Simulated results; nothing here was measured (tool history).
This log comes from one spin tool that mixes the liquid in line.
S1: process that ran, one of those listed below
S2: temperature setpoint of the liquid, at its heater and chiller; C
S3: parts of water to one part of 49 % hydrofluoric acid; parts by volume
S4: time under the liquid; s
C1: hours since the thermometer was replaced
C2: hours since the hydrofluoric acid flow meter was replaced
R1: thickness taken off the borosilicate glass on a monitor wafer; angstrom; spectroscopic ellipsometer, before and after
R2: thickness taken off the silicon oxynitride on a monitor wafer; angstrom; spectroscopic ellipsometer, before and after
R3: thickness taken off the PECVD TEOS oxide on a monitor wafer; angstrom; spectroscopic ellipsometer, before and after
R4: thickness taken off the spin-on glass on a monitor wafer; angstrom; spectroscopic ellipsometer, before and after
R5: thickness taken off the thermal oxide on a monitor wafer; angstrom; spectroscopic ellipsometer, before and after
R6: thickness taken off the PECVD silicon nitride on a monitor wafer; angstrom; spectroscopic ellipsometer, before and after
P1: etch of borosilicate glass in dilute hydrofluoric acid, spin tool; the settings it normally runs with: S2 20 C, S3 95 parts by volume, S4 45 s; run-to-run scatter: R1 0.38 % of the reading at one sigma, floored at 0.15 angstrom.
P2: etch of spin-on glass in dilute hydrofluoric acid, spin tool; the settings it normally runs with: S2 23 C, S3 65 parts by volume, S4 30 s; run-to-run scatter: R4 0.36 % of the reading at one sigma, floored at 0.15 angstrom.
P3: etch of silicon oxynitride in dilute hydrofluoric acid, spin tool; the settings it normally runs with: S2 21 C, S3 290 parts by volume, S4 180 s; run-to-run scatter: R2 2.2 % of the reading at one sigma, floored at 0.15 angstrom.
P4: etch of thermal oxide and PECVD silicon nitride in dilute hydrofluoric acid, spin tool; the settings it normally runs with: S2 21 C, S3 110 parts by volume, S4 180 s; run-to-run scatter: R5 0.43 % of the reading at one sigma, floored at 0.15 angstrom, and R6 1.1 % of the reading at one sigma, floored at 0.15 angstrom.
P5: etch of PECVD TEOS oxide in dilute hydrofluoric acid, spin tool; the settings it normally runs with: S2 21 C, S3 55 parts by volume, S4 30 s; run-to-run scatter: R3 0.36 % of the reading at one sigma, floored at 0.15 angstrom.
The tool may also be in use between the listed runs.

run,hour,S1,S2,S3,S4,C1,C2,R1,R2,R3,R4,R5,R6
1,11.4,P1,20,95,45,547.2,557.4,208.94,,,,,
2,23.6,P1,20,50,45,559.4,569.6,418.45,,,,,
3,32.6,P3,21,290,300,568.4,578.6,,19.297,,,,
4,42,P1,20,160,45,577.8,588,115.26,,,,,
5,56.1,P1,20,95,25,591.9,602.1,116.43,,,,,
6,68.9,P1,27.5,95,45,604.7,614.9,282.22,,,,,
7,77.8,P5,27,55,30,613.6,623.8,,,119.63,,,
8,87.9,P2,27.5,65,30,623.7,633.9,,,,176.15,,
9,102.1,P4,21,110,180,637.9,648.1,,,,,69.821,25.881
10,113.2,P2,23,100,30,649,659.2,,,,91.503,,
11,124.9,P2,23,65,30,660.7,670.9,,,,147.39,,
12,134.6,P3,17,290,180,670.4,680.6,,10.23,,,,
13,147.3,P5,21,55,30,683.1,693.3,,,92.854,,,
14,158.6,P5,21,100,30,694.4,704.6,,,48.396,,,
15,166.7,P1,20,95,45,702.5,712.7,208.86,,,,,
16,178.3,P1,20,95,45,714.1,724.3,209.31,,,,,
17,185,P4,21,30,180,720.8,731,,,,,284.76,94.282
18,193.1,P1,26,95,20,728.9,739.1,117.41,,,,,
19,203.8,P2,23,65,30,739.6,749.8,,,,147.23,,
20,216.9,P5,21,55,15,752.7,762.9,,,46.319,,,
21,228.9,P1,20,95,45,764.7,774.9,207.52,,,,,
22,242.5,P1,17,50,45,778.3,788.5,367.95,,,,,
23,250.1,P4,21,110,80,785.9,796.1,,,,,30.759,11.585
24,259.4,P3,21,165,180,795.2,805.4,,21.873,,,,
25,270.6,P1,20,95,45,806.4,816.6,209.91,,,,,
26,283.7,P1,17,145,45,819.5,829.7,114.41,,,,,
27,293.7,P1,20,95,65,829.5,839.7,304.25,,,,,
28,305.9,P2,23,65,45,841.7,851.9,,,,220.79,,
29,316.4,P3,21,290,180,852.2,862.4,,11.573,,,,
30,326.3,P4,26.5,110,180,862.1,872.3,,,,,87.262,37.949
31,337.5,P1,17,95,45,873.3,883.5,184.39,,,,,
32,350,P1,20,95,45,885.8,896,208.85,,,,,
33,357.7,P1,20,95,45,893.5,903.7,216.56,,,,,
34,366.9,P1,20,95,45,902.7,912.9,221.3,,,,,
35,373.4,P1,20,95,45,909.2,919.4,223.87,,,,,
36,383.5,P1,20,95,45,919.3,929.5,225.17,,,,,
37,393,P1,20,95,45,928.8,939,225.77,,,,,
38,400,P1,20,95,45,935.8,946,227.43,,,,,

Something has made what P1 gives creep away from where it was; the 2 causes below, each at its own stated size, fit the log equally well:
A: hydrofluoric acid flow above the setpoint (%) = 7.59
B: liquid hotter than its thermometer reads (K) = 1.98
The creep began at about hour 350.

Of the 4 check runs below, each run on 2 wafers with the results averaged and each result still a question mark, which one would tell the listed causes apart?
check 1,407,P3,21,290,180,,,,?,,,,
check 2,407,P2,23,65,30,,,,,,?,,
check 3,407,P4,21,110,180,,,,,,,?,?
check 4,407,P5,21,55,30,,,,,?,,,

What each check would give under each cause:
check,result,if A,if B
check 1,R2,12.552,12.554
check 2,R4,159.12,159.35
check 3,R5,75.82,75.622
check 3,R6,28.003,29.749
check 4,R3,100.54,101
Separation of the two closest causes in each check, using whichever result separates them best: check 1 0.02 %; check 2 0.15 %; check 3 6.05 %; check 4 0.46 %
Of the check runs offered, only check 3 discriminates between the causes; the rest would read about the same regardless of which cause applies.

With check 3 done, the readings were: R5 76.233 angstrom; R6 29.925 angstrom. Identify which of the listed causes applies.

It was cause B: liquid hotter than its thermometer reads (K).
